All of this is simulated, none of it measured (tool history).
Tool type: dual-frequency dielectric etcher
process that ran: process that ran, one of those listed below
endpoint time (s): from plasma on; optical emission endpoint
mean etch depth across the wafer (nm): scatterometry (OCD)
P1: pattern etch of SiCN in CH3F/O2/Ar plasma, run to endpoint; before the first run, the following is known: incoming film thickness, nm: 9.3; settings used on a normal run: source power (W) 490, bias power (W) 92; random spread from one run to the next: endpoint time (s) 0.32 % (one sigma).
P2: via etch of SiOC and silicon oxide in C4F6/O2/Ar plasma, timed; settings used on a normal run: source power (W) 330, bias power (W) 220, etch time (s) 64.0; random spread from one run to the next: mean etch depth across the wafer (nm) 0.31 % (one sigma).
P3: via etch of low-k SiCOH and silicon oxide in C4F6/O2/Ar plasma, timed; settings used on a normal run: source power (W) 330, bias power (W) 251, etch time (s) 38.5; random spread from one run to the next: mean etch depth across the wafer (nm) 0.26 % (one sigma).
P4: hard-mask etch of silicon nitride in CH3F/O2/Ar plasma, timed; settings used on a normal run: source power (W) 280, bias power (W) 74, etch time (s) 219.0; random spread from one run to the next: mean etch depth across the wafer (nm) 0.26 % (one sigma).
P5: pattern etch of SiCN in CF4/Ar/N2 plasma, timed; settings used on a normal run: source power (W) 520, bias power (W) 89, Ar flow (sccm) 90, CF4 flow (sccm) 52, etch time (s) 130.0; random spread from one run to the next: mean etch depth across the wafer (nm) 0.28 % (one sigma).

run   hour  process that ran  source power (W)  bias power (W)  Ar flow (sccm)  CF4 flow (sccm)  etch time (s)  endpoint time (s)  mean etch depth across the wafer (nm)
  1    4.1                P1               490              92                                                             21.008
  2    8.1                P5               520              89              90               69          130.0                                                   136.220
  3   10.8                P2               330             220                                            43.5                                                    47.294
  4   13.5                P1               490              92                                                             21.062
  5   16.6                P2               330             306                                            64.0                                                    78.340
  6   21.9                P4               280              74                                           219.0                                                   137.240
  7   27.1                P1               650             116                                                             17.377
  8   29.9                P3               460             251                                            38.5                                                   119.020
  9   34.8                P5               520              89             121               52          130.0                                                   125.120
 10   37.6                P3               330             251                                            38.5                                                   105.070
 11   42.7                P1               410              73                                                             24.498
 12   46.7                P3               330             251                                            25.0                                                    68.561
      49.2  -- bias power generator calibrated
 13   50.7                P1               290              92                                                             25.474
 14   54.7                P1               490             117                                                             19.142
 15   58.4                P1               690              92                                                             18.570
 16   61.7                P4               280              74                                           272.5                                                   170.260
 17   66.6                P1               490              92                                                             20.988
 18   71.9                P5               520              89              90               52          130.0                                                   130.460
 19   74.9                P5               520              57              90               52          130.0                                                   111.900
 20   78.5                P1               490              92                                                             20.955
 21   82.2                P3               330             343                                            38.5                                                   117.630
 22   85.4                P1               610              58                                                             22.639
 23   88.1                P1               490              70                                                             23.094
 24   90.6                P5               320              89              90               52          130.0                                                    85.714
 25   96.1                P5               520              89              90               52           80.0                                                    80.328
      98.1  -- source power generator calibrated
 26   99.9                P2               230             220                                            64.0                                                    60.764
 27  104.1                P1               490              92                                                             20.943
 28  107.5                P4               390              74                                           219.0                                                   155.580
 29  111.3                P2               330             220                                            64.0                                                    69.387
 30  115.7                P2               330             220                                            64.0                                                    69.722
 31  118.7                P4               280              49                                           219.0                                                   119.000
 32  123.8                P5               520              89              90               52          130.0                                                   130.460
 33  126.9                P1               490              92                                                             21.055
 34  130.5                P1               490              92                                                             21.079
 35  136.2                P1               490              92                                                             21.330
 36  140.0                P1               490              92                                                             21.399
 37  142.6                P1               490              92                                                             21.352
     143.4  -- wet clean of the chamber
 38  145.7                P1               490              92                                                             21.273
 39  149.6                P1               490              92                                                             21.331
 40  154.3                P1               490              92                                                             21.432
 41  158.0                P1               490              92                                                             21.269

What P1 gives has crept away from where it was. These 2 causes fit the log equally well, each at the size given:
A: source power that arrives under what is set, % = 4.23
B: bias power that arrives under what is set, % = 4.31
The creep began at about hour 126.9.
All other causes, with the reason each is excluded:
chamber walls in a state that lowers the etch rate, %: serviced at hour 143.4, which brought nothing back

Each of the 4 check runs below uses one wafer; its results are left as question marks. Which run tells the causes apart?
check 1  161.7                P2               330             220                                            64.0                                                         ?
check 2  161.7                P3               330             251                                            38.5                                                         ?
check 3  161.7                P4               280              74                                           219.0                                                         ?
check 4  161.7                P5               520              89              90               52          130.0                                                         ?

If the cause were each of the candidates in turn, the checks would give the following:
  check                                 result     if A     if B
check 1  mean etch depth across the wafer (nm)   68.592   68.701
check 2  mean etch depth across the wafer (nm)  103.420  103.570
check 3  mean etch depth across the wafer (nm)  134.920  135.010
check 4  mean etch depth across the wafer (nm)  126.020  128.760
Gap, in per cent, between the two causes that each check separates least, read from the result that separates them most: check 1 0.16 %; check 2 0.14 %; check 3 0.07 %; check 4 2.15 %
Only in check 4 would the causes give clearly different results; in the remaining checks their results would be nearly the same.

Check 4 was then run and gave: mean etch depth across the wafer (nm) 128.610. Which cause is it?

It was cause B: bias power that arrives under what is set, %.

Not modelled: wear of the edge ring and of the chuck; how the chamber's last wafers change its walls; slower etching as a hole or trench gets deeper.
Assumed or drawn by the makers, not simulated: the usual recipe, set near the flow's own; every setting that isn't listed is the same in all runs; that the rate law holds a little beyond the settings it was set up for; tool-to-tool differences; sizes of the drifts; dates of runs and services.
